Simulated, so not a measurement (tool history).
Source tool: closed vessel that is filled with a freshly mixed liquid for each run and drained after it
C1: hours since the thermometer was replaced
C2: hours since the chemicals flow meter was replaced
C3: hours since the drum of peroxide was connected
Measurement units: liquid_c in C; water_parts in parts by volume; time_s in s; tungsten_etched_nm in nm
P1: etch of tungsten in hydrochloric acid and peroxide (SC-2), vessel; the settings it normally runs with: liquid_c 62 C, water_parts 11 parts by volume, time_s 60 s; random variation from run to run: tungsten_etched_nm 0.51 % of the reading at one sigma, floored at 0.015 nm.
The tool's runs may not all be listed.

Run 1, hour 8.4: liquid_c 62 C, water_parts 11 parts by volume, time_s 60 s; C1 880.7; C2 900.4; C3 851.1. Result: tungsten_etched_nm 23.755 nm.
At hour 10.2: chemicals flow meter replaced.
Run 2, hour 16.1: liquid_c 62 C, water_parts 11 parts by volume, time_s 110 s; C1 888.4; C2 5.9; C3 858.8. Result: tungsten_etched_nm 43.336 nm.
Run 3, hour 25: liquid_c 69 C, water_parts 16.5 parts by volume, time_s 60 s; C1 897.3; C2 14.8; C3 867.7. Result: tungsten_etched_nm 25.595 nm.
Run 4, hour 33.1: liquid_c 62 C, water_parts 11 parts by volume, time_s 60 s; C1 905.4; C2 22.9; C3 875.8. Result: tungsten_etched_nm 23.679 nm.
Run 5, hour 38: liquid_c 62 C, water_parts 17.5 parts by volume, time_s 60 s; C1 910.3; C2 27.8; C3 880.7. Result: tungsten_etched_nm 15.857 nm.
Run 6, hour 44.3: liquid_c 52 C, water_parts 6.5 parts by volume, time_s 60 s; C1 916.6; C2 34.1; C3 887. Result: tungsten_etched_nm 19.045 nm.
Run 7, hour 49.4: liquid_c 62 C, water_parts 4 parts by volume, time_s 60 s; C1 921.7; C2 39.2; C3 892.1. Result: tungsten_etched_nm 51.46 nm.
Run 8, hour 53.7: liquid_c 62 C, water_parts 11 parts by volume, time_s 35 s; C1 926; C2 43.5; C3 896.4. Result: tungsten_etched_nm 13.775 nm.
Run 9, hour 62.1: liquid_c 52.5 C, water_parts 11 parts by volume, time_s 30 s; C1 934.4; C2 51.9; C3 904.8. Result: tungsten_etched_nm 6.4364 nm.
Run 10, hour 69.5: liquid_c 69.5 C, water_parts 11 parts by volume, time_s 60 s; C1 941.8; C2 59.3; C3 912.2. Result: tungsten_etched_nm 37.126 nm.
Run 11, hour 74.9: liquid_c 62 C, water_parts 11 parts by volume, time_s 60 s; C1 947.2; C2 64.7; C3 917.6. Result: tungsten_etched_nm 23.538 nm.
Run 12, hour 79.7: liquid_c 47.5 C, water_parts 11 parts by volume, time_s 60 s; C1 952; C2 69.5; C3 922.4. Result: tungsten_etched_nm 9.2808 nm.
Run 13, hour 86.4: liquid_c 62 C, water_parts 11 parts by volume, time_s 60 s; C1 958.7; C2 76.2; C3 929.1. Result: tungsten_etched_nm 23.733 nm.
Run 14, hour 92.5: liquid_c 62 C, water_parts 11 parts by volume, time_s 60 s; C1 964.8; C2 82.3; C3 935.2. Result: tungsten_etched_nm 23.83 nm.
Run 15, hour 97.5: liquid_c 62 C, water_parts 11 parts by volume, time_s 60 s; C1 969.8; C2 87.3; C3 940.2. Result: tungsten_etched_nm 23.739 nm.
Run 16, hour 106.2: liquid_c 62 C, water_parts 11 parts by volume, time_s 60 s; C1 978.5; C2 96; C3 948.9. Result: tungsten_etched_nm 24.427 nm.
Run 17, hour 110.4: liquid_c 62 C, water_parts 11 parts by volume, time_s 60 s; C1 982.7; C2 100.2; C3 953.1. Result: tungsten_etched_nm 24.95 nm.
Run 18, hour 118.5: liquid_c 62 C, water_parts 11 parts by volume, time_s 60 s; C1 990.8; C2 108.3; C3 961.2. Result: tungsten_etched_nm 25.091 nm.
Run 19, hour 127: liquid_c 62 C, water_parts 11 parts by volume, time_s 60 s; C1 999.3; C2 116.8; C3 969.7. Result: tungsten_etched_nm 25.426 nm.
Run 20, hour 134.5: liquid_c 62 C, water_parts 11 parts by volume, time_s 60 s; C1 1006.8; C2 124.3; C3 977.2. Result: tungsten_etched_nm 25.511 nm.
Run 21, hour 143.6: liquid_c 62 C, water_parts 11 parts by volume, time_s 60 s; C1 1015.9; C2 133.4; C3 986.3. Result: tungsten_etched_nm 25.293 nm.
Run 22, hour 150.6: liquid_c 62 C, water_parts 11 parts by volume, time_s 60 s; C1 1022.9; C2 140.4; C3 993.3. Result: tungsten_etched_nm 25.421 nm.

Compared with where it was, what P1 gives has crept away. Each cause listed below fits the log as well as the rest, at the size given for it:
A: chemicals flow above the setpoint (%) = 8.78
B: liquid hotter than its thermometer reads (K) = 1.15
At approximately hour 97.5, the process output began to creep.
Every other cause this tool's parts could produce, and why it does not fit the log:
peroxide weaker than its label (%): cannot exceed 8; that much would move tungsten_etched_nm by -7.4 %, which falls short of the creep or goes against it

Each of the check runs listed below is run on 3 wafers and reports their average, with the results left as question marks. Pick the one under which the possible causes would lead to clearly different results.
Run check 1, hour 157.6: liquid_c 48 C, water_parts 4 parts by volume, time_s 60 s. Result: tungsten_etched_nm ?.
Run check 2, hour 157.6: liquid_c 62 C, water_parts 14.5 parts by volume, time_s 100 s. Result: tungsten_etched_nm ?.
Run check 3, hour 157.6: liquid_c 49 C, water_parts 11 parts by volume, time_s 60 s. Result: tungsten_etched_nm ?.
Run check 4, hour 157.6: liquid_c 50.5 C, water_parts 11 parts by volume, time_s 60 s. Result: tungsten_etched_nm ?.

What every check run would give for each of its results, assuming each possible cause in turn:
  check              result    if A    if B
check 1  tungsten_etched_nm  21.933  22.421
check 2  tungsten_etched_nm  33.484    33.4
check 3  tungsten_etched_nm  10.996  11.063
check 4  tungsten_etched_nm  12.154   12.22
How far apart the two closest causes lie, in the result that separates them most: check 1 2.2 %; check 2 0.25 %; check 3 0.61 %; check 4 0.54 %
Check 1 tells the causes apart: in the others they would give nearly the same result.

Running check 1 produced the following: tungsten_etched_nm 22.359 nm. Which one of the listed causes fits?

It is B: liquid hotter than its thermometer reads (K).

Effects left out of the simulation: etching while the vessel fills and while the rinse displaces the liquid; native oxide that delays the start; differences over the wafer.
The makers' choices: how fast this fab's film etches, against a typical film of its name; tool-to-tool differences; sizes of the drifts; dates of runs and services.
